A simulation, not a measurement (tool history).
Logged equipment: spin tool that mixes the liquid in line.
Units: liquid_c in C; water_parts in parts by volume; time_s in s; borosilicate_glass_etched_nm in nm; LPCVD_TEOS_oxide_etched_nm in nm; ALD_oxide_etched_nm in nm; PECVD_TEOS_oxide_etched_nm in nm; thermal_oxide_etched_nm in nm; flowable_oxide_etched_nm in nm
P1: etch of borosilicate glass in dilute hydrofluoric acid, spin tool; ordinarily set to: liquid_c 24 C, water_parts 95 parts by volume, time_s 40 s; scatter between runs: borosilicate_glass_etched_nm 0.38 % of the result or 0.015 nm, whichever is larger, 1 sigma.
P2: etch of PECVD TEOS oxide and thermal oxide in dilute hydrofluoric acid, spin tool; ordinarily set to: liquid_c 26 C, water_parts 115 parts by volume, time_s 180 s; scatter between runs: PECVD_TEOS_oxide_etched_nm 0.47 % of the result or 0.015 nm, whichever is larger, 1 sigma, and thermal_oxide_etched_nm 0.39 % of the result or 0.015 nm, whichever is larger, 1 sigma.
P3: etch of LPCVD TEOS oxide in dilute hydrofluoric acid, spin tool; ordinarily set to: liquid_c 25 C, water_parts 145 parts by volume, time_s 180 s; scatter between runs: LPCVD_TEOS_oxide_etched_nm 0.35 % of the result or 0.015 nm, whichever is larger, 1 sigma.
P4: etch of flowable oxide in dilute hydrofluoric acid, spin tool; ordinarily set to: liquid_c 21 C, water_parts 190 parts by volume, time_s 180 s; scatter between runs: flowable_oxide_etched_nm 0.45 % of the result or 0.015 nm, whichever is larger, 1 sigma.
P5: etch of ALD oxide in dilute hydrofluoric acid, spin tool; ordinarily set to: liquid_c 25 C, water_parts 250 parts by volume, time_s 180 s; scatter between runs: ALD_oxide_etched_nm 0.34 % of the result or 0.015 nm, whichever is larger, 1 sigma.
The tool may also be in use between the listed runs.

| run | hour | process | liquid_c | water_parts | time_s | hours since the thermometer was replaced | hours since the hydrofluoric acid flow meter was replaced | borosilicate_glass_etched_nm | LPCVD_TEOS_oxide_etched_nm | ALD_oxide_etched_nm | PECVD_TEOS_oxide_etched_nm | thermal_oxide_etched_nm | flowable_oxide_etched_nm |
|---|---|---|---|---|---|---|---|---|---|---|---|---|---|
| 1 | 8.7 | P1 | 24 | 95 | 40 | 638.7 | 638.4 | 11.344 |  |  |  |  |  |
| 2 | 20.4 | P3 | 25 | 145 | 180 | 650.4 | 650.1 |  | 26.206 |  |  |  |  |
| 3 | 30.3 | P1 | 24 | 95 | 40 | 660.3 | 660 | 11.276 |  |  |  |  |  |
| 4 | 44.8 | P1 | 29.5 | 95 | 70 | 674.8 | 674.5 | 24.46 |  |  |  |  |  |
| 5 | 54.7 | P1 | 24 | 95 | 40 | 684.7 | 684.4 | 11.264 |  |  |  |  |  |
| 6 | 64.2 | P5 | 25 | 425 | 180 | 694.2 | 693.9 |  |  | 5.7599 |  |  |  |
| 7 | 77.6 | P2 | 26 | 20 | 180 | 707.6 | 707.3 |  |  |  | 156.1 | 54.214 |  |
| 8 | 89.8 | P1 | 24 | 20 | 40 | 719.8 | 719.5 | 58.899 |  |  |  |  |  |
| 9 | 97.7 | P4 | 17 | 190 | 180 | 727.7 | 727.4 |  |  |  |  |  | 21.831 |
| 10 | 111 | P1 | 29.5 | 95 | 40 | 741 | 740.7 | 13.964 |  |  |  |  |  |
| 11 | 122.3 | P1 | 19 | 95 | 40 | 752.3 | 752 | 9.2065 |  |  |  |  |  |
| 12 | 136.3 | P1 | 27.5 | 135 | 40 | 766.3 | 766 | 8.6541 |  |  |  |  |  |
| 13 | 147.8 | P2 | 26 | 115 | 320 | 777.8 | 777.5 |  |  |  | 42.51 | 14.692 |  |
| 14 | 156.6 | P1 | 24 | 95 | 70 | 786.6 | 786.3 | 19.944 |  |  |  |  |  |
| 15 | 167.1 | P4 | 21 | 190 | 180 | 797.1 | 796.8 |  |  |  |  |  | 25.752 |
| 16 | 180.6 | P2 | 26 | 115 | 180 | 810.6 | 810.3 |  |  |  | 23.663 | 8.2748 |  |
|  | 187.2 | thermometer replaced |
| 17 | 192.8 | P4 | 21 | 190 | 55 | 5.7 | 822.5 |  |  |  |  |  | 7.8459 |
| 18 | 199.8 | P4 | 21 | 190 | 180 | 12.7 | 829.5 |  |  |  |  |  | 25.667 |
| 19 | 212.7 | P5 | 33 | 250 | 180 | 25.6 | 842.4 |  |  | 15.127 |  |  |  |
| 20 | 221.2 | P1 | 24 | 95 | 40 | 34.1 | 850.9 | 11.288 |  |  |  |  |  |
| 21 | 228.1 | P1 | 24 | 165 | 80 | 41 | 857.8 | 12.003 |  |  |  |  |  |
| 22 | 235.2 | P4 | 21 | 90 | 180 | 48.1 | 864.9 |  |  |  |  |  | 60.311 |
| 23 | 246.8 | P3 | 25 | 145 | 15 | 59.7 | 876.5 |  | 2.2201 |  |  |  |  |
| 24 | 257.3 | P5 | 25 | 250 | 180 | 70.2 | 887 |  |  | 11.603 |  |  |  |
| 25 | 266.4 | P1 | 24 | 95 | 15 | 79.3 | 896.1 | 4.2595 |  |  |  |  |  |
| 26 | 280.1 | P5 | 25 | 250 | 65 | 93 | 909.8 |  |  | 4.1648 |  |  |  |
| 27 | 293.8 | P5 | 25 | 250 | 180 | 106.7 | 923.5 |  |  | 11.633 |  |  |  |
| 28 | 301.4 | P3 | 17 | 145 | 180 | 114.3 | 931.1 |  | 19.21 |  |  |  |  |
| 29 | 310 | P2 | 26 | 115 | 180 | 122.9 | 939.7 |  |  |  | 23.914 | 8.3443 |  |
| 30 | 318.3 | P1 | 24 | 95 | 40 | 131.2 | 948 | 11.317 |  |  |  |  |  |
| 31 | 327.3 | P2 | 30 | 115 | 180 | 140.2 | 957 |  |  |  | 27.543 | 9.5515 |  |
| 32 | 337.4 | P3 | 25 | 60 | 180 | 150.3 | 967.1 |  | 70.972 |  |  |  |  |
| 33 | 344.8 | P1 | 24 | 175 | 40 | 157.7 | 974.5 | 5.5903 |  |  |  |  |  |
| 34 | 352 | P1 | 24 | 95 | 40 | 164.9 | 981.7 | 11.325 |  |  |  |  |  |
| 35 | 365.2 | P1 | 24 | 95 | 40 | 178.1 | 994.9 | 11.796 |  |  |  |  |  |
| 36 | 375.6 | P1 | 24 | 95 | 40 | 188.5 | 1005.3 | 12.123 |  |  |  |  |  |
| 37 | 386.3 | P1 | 24 | 95 | 40 | 199.2 | 1016 | 12.17 |  |  |  |  |  |
| 38 | 399.9 | P1 | 24 | 95 | 40 | 212.8 | 1029.6 | 12.334 |  |  |  |  |  |
| 39 | 412.4 | P1 | 24 | 95 | 40 | 225.3 | 1042.1 | 12.395 |  |  |  |  |  |
| 40 | 426.7 | P1 | 24 | 95 | 40 | 239.6 | 1056.4 | 12.424 |  |  |  |  |  |
| 41 | 439 | P1 | 24 | 95 | 40 | 251.9 | 1068.7 | 12.392 |  |  |  |  |  |

The log shows P1 creeping away from where it was. Any of the 2 causes listed here, at the size stated for it, fits the log just as well as the others:
A: liquid hotter than its thermometer reads (K) = 2.4
B: hydrofluoric acid flow above the setpoint (%) = 8.81
The onset of the drift is placed at about hour 352.

Consider the 4 single-wafer check runs listed below, results given as question marks: which one distinguishes between the causes by giving clearly different results for each?
| check 1 | 451.3 | P3 | 21 | 145 | 45 |  |  |  | ? |  |  |  |  |
| check 2 | 451.3 | P5 | 25 | 400 | 180 |  |  |  |  | ? |  |  |  |
| check 3 | 451.3 | P2 | 29.5 | 70 | 180 |  |  |  |  |  | ? | ? |  |
| check 4 | 451.3 | P4 | 17 | 190 | 180 |  |  |  |  |  |  |  | ? |

Outcome of each check run for each possible cause:
| check | result | if A | if B |
|---|---|---|---|
| check 1 | LPCVD_TEOS_oxide_etched_nm | 6.1841 | 6.205 |
| check 2 | ALD_oxide_etched_nm | 6.7725 | 7.034 |
| check 3 | PECVD_TEOS_oxide_etched_nm | 51.997 | 52.047 |
| check 3 | thermal_oxide_etched_nm | 18.124 | 18.141 |
| check 4 | flowable_oxide_etched_nm | 24.143 | 24.233 |
Per-check spread between the two closest causes, in the result where they differ most: check 1 0.34 %; check 2 3.79 %; check 3 0.1 %; check 4 0.37 %
Of the check runs offered, only check 2 discriminates between the causes; the rest would read about the same regardless of which cause applies.

Here is what check 2 returned: ALD_oxide_etched_nm 6.761 nm. Which cause is it?

It was cause A: liquid hotter than its thermometer reads (K).
